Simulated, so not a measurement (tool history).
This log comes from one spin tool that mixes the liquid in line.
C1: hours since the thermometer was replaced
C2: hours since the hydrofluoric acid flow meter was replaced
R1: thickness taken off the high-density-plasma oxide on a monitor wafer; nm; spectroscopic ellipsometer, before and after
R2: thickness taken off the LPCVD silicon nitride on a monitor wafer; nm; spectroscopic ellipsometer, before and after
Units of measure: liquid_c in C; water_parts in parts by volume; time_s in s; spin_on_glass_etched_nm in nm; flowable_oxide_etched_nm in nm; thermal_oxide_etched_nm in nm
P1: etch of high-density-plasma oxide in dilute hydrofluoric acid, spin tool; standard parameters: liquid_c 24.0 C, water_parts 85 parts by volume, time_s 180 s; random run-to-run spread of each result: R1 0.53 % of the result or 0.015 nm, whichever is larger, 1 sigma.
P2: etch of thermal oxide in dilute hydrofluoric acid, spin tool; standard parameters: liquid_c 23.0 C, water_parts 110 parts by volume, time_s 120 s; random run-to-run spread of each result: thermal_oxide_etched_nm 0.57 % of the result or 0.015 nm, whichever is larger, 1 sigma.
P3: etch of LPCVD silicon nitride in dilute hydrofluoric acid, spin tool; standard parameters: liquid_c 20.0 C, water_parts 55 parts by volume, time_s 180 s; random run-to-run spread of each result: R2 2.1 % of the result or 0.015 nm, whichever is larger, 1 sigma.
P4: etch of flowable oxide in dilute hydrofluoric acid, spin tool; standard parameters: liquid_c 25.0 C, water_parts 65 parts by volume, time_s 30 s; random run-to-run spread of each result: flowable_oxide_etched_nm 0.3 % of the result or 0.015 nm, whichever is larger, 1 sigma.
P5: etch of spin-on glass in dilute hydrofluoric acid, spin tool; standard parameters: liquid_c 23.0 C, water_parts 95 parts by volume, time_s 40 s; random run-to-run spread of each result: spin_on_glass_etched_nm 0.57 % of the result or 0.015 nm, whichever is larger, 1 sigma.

Run 1, hour 12.4: process P1, liquid_c 24.0 C, water_parts 85 parts by volume, time_s 180 s; C1 1078.4; C2 338.6. Result: R1 13.9290 nm.
Run 2, hour 28.6: process P3, liquid_c 20.0 C, water_parts 20 parts by volume, time_s 180 s; C1 1094.6; C2 354.8. Result: R2 2.7780 nm.
Run 3, hour 46.7: process P1, liquid_c 24.0 C, water_parts 85 parts by volume, time_s 100 s; C1 1112.7; C2 372.9. Result: R1 7.6972 nm.
Run 4, hour 65.3: process P1, liquid_c 24.0 C, water_parts 145 parts by volume, time_s 180 s; C1 1131.3; C2 391.5. Result: R1 7.6635 nm.
Run 5, hour 82.7: process P3, liquid_c 20.0 C, water_parts 55 parts by volume, time_s 20 s; C1 1148.7; C2 408.9. Result: R2 0.1188 nm.
Run 6, hour 94.4: process P5, liquid_c 23.0 C, water_parts 95 parts by volume, time_s 40 s; C1 1160.4; C2 420.6. Result: spin_on_glass_etched_nm 17.3300 nm.
Run 7, hour 104.4: process P1, liquid_c 28.0 C, water_parts 85 parts by volume, time_s 180 s; C1 1170.4; C2 430.6. Result: R1 16.2060 nm.
Run 8, hour 121.2: process P1, liquid_c 24.0 C, water_parts 85 parts by volume, time_s 180 s; C1 1187.2; C2 447.4. Result: R1 13.8590 nm.
Run 9, hour 133.6: process P4, liquid_c 25.0 C, water_parts 65 parts by volume, time_s 30 s; C1 1199.6; C2 459.8. Result: flowable_oxide_etched_nm 29.138 nm.
Run 10, hour 148.1: process P3, liquid_c 24.5 C, water_parts 55 parts by volume, time_s 180 s; C1 1214.1; C2 474.3. Result: R2 1.4550 nm.
Run 11, hour 157.4: process P4, liquid_c 25.0 C, water_parts 65 parts by volume, time_s 55 s; C1 1223.4; C2 483.6. Result: flowable_oxide_etched_nm 53.283 nm.
Run 12, hour 171.9: process P2, liquid_c 23.0 C, water_parts 110 parts by volume, time_s 30 s; C1 1237.9; C2 498.1. Result: thermal_oxide_etched_nm 1.2526 nm.
Run 13, hour 183.5: process P5, liquid_c 26.5 C, water_parts 95 parts by volume, time_s 40 s; C1 1249.5; C2 509.7. Result: spin_on_glass_etched_nm 20.0610 nm.
Run 14, hour 200.8: process P1, liquid_c 24.0 C, water_parts 85 parts by volume, time_s 180 s; C1 1266.8; C2 527.0. Result: R1 13.7770 nm.
Run 15, hour 217.7: process P4, liquid_c 17.5 C, water_parts 65 parts by volume, time_s 30 s; C1 1283.7; C2 543.9. Result: flowable_oxide_etched_nm 21.151 nm.
Run 16, hour 236.3: process P1, liquid_c 19.5 C, water_parts 85 parts by volume, time_s 180 s; C1 1302.3; C2 562.5. Result: R1 11.5350 nm.
Run 17, hour 250.2: process P1, liquid_c 24.0 C, water_parts 85 parts by volume, time_s 180 s; C1 1316.2; C2 576.4. Result: R1 13.8630 nm.
Run 18, hour 266.9: process P5, liquid_c 23.0 C, water_parts 95 parts by volume, time_s 15 s; C1 1332.9; C2 593.1. Result: spin_on_glass_etched_nm 6.5375 nm.
Run 19, hour 283.0: process P1, liquid_c 24.0 C, water_parts 85 parts by volume, time_s 180 s; C1 1349.0; C2 609.2. Result: R1 14.0150 nm.
Run 20, hour 292.4: process P1, liquid_c 24.0 C, water_parts 40 parts by volume, time_s 180 s; C1 1358.4; C2 618.6. Result: R1 31.4490 nm.
Run 21, hour 303.4: process P3, liquid_c 20.0 C, water_parts 55 parts by volume, time_s 180 s; C1 1369.4; C2 629.6. Result: R2 1.0492 nm.
Run 22, hour 320.1: process P1, liquid_c 24.0 C, water_parts 85 parts by volume, time_s 180 s; C1 1386.1; C2 646.3. Result: R1 14.0700 nm.
Run 23, hour 334.5: process P2, liquid_c 23.0 C, water_parts 110 parts by volume, time_s 120 s; C1 1400.5; C2 660.7. Result: thermal_oxide_etched_nm 5.0508 nm.
Run 24, hour 348.5: process P2, liquid_c 29.0 C, water_parts 110 parts by volume, time_s 120 s; C1 1414.5; C2 674.7. Result: thermal_oxide_etched_nm 6.2641 nm.
Run 25, hour 359.4: process P3, liquid_c 20.0 C, water_parts 55 parts by volume, time_s 180 s; C1 1425.4; C2 685.6. Result: R2 1.0376 nm.
Run 26, hour 372.2: process P4, liquid_c 25.0 C, water_parts 30 parts by volume, time_s 30 s; C1 1438.2; C2 698.4. Result: flowable_oxide_etched_nm 65.962 nm.
Run 27, hour 388.0: process P2, liquid_c 23.0 C, water_parts 60 parts by volume, time_s 120 s; C1 1454.0; C2 714.2. Result: thermal_oxide_etched_nm 9.8610 nm.
At hour 393.9: hydrofluoric acid flow meter replaced.
Run 28, hour 403.9: process P1, liquid_c 19.0 C, water_parts 85 parts by volume, time_s 285 s; C1 1469.9; C2 10.1. Result: R1 17.9060 nm.
Run 29, hour 415.8: process P5, liquid_c 23.0 C, water_parts 140 parts by volume, time_s 40 s; C1 1481.8; C2 22.0. Result: spin_on_glass_etched_nm 11.1690 nm.
Run 30, hour 425.5: process P1, liquid_c 24.0 C, water_parts 85 parts by volume, time_s 260 s; C1 1491.5; C2 31.7. Result: R1 20.0270 nm.
Run 31, hour 440.0: process P1, liquid_c 24.0 C, water_parts 85 parts by volume, time_s 180 s; C1 1506.0; C2 46.2. Result: R1 13.8720 nm.
Run 32, hour 451.2: process P1, liquid_c 24.0 C, water_parts 85 parts by volume, time_s 180 s; C1 1517.2; C2 57.4. Result: R1 14.3880 nm.
Run 33, hour 465.0: process P1, liquid_c 24.0 C, water_parts 85 parts by volume, time_s 180 s; C1 1531.0; C2 71.2. Result: R1 14.8320 nm.
Run 34, hour 476.3: process P1, liquid_c 24.0 C, water_parts 85 parts by volume, time_s 180 s; C1 1542.3; C2 82.5. Result: R1 14.9170 nm.
Run 35, hour 487.0: process P1, liquid_c 24.0 C, water_parts 85 parts by volume, time_s 180 s; C1 1553.0; C2 93.2. Result: R1 15.1870 nm.
Run 36, hour 500.7: process P1, liquid_c 24.0 C, water_parts 85 parts by volume, time_s 180 s; C1 1566.7; C2 106.9. Result: R1 15.3010 nm.
Run 37, hour 508.9: process P1, liquid_c 24.0 C, water_parts 85 parts by volume, time_s 180 s; C1 1574.9; C2 115.1. Result: R1 15.3230 nm.
Run 38, hour 521.1: process P1, liquid_c 24.0 C, water_parts 85 parts by volume, time_s 180 s; C1 1587.1; C2 127.3. Result: R1 15.1750 nm.
Run 39, hour 531.3: process P1, liquid_c 24.0 C, water_parts 85 parts by volume, time_s 180 s; C1 1597.3; C2 137.5. Result: R1 15.1020 nm.

P1 no longer gives what it gave before; its output has crept away from where it was. The following 2 causes, each at its listed size, fit the log equally well:
A: liquid hotter than its thermometer reads (K) = 2.32
B: hydrofluoric acid flow above the setpoint (%) = 8.69
Creep in the process output first set in at about hour 440.0.

You are offered 4 check runs, listed below with question marks in place of their results; each one averages 5 wafers. Which run separates the listed causes by giving clearly different results for each?
Run check 1, hour 541.5: process P4, liquid_c 25.0 C, water_parts 65 parts by volume, time_s 30 s. Result: flowable_oxide_etched_nm ?.
Run check 2, hour 541.5: process P5, liquid_c 23.0 C, water_parts 95 parts by volume, time_s 40 s. Result: spin_on_glass_etched_nm ?.
Run check 3, hour 541.5: process P3, liquid_c 20.0 C, water_parts 55 parts by volume, time_s 180 s. Result: R2 ?.
Run check 4, hour 541.5: process P2, liquid_c 23.0 C, water_parts 110 parts by volume, time_s 120 s. Result: thermal_oxide_etched_nm ?.

What every check run would give for each of its results, assuming each possible cause in turn:
  check                    result     if A     if B
check 1  flowable_oxide_etched_nm   31.855   31.780
check 2   spin_on_glass_etched_nm  19.0430  19.0520
check 3                        R2   1.2326   1.1397
check 4   thermal_oxide_etched_nm   5.4863   5.5007
Minimum pairwise separation of causes per check, each pair taken at its best-separating result: check 1 0.24 %; check 2 0.05 %; check 3 7.83 %; check 4 0.26 %
The causes can be told apart only by check 3. The other checks would give nearly the same results under each of them.

Check 3 was then run and gave: R2 1.2444 nm. Which cause is it?

A is the cause: liquid hotter than its thermometer reads (K).

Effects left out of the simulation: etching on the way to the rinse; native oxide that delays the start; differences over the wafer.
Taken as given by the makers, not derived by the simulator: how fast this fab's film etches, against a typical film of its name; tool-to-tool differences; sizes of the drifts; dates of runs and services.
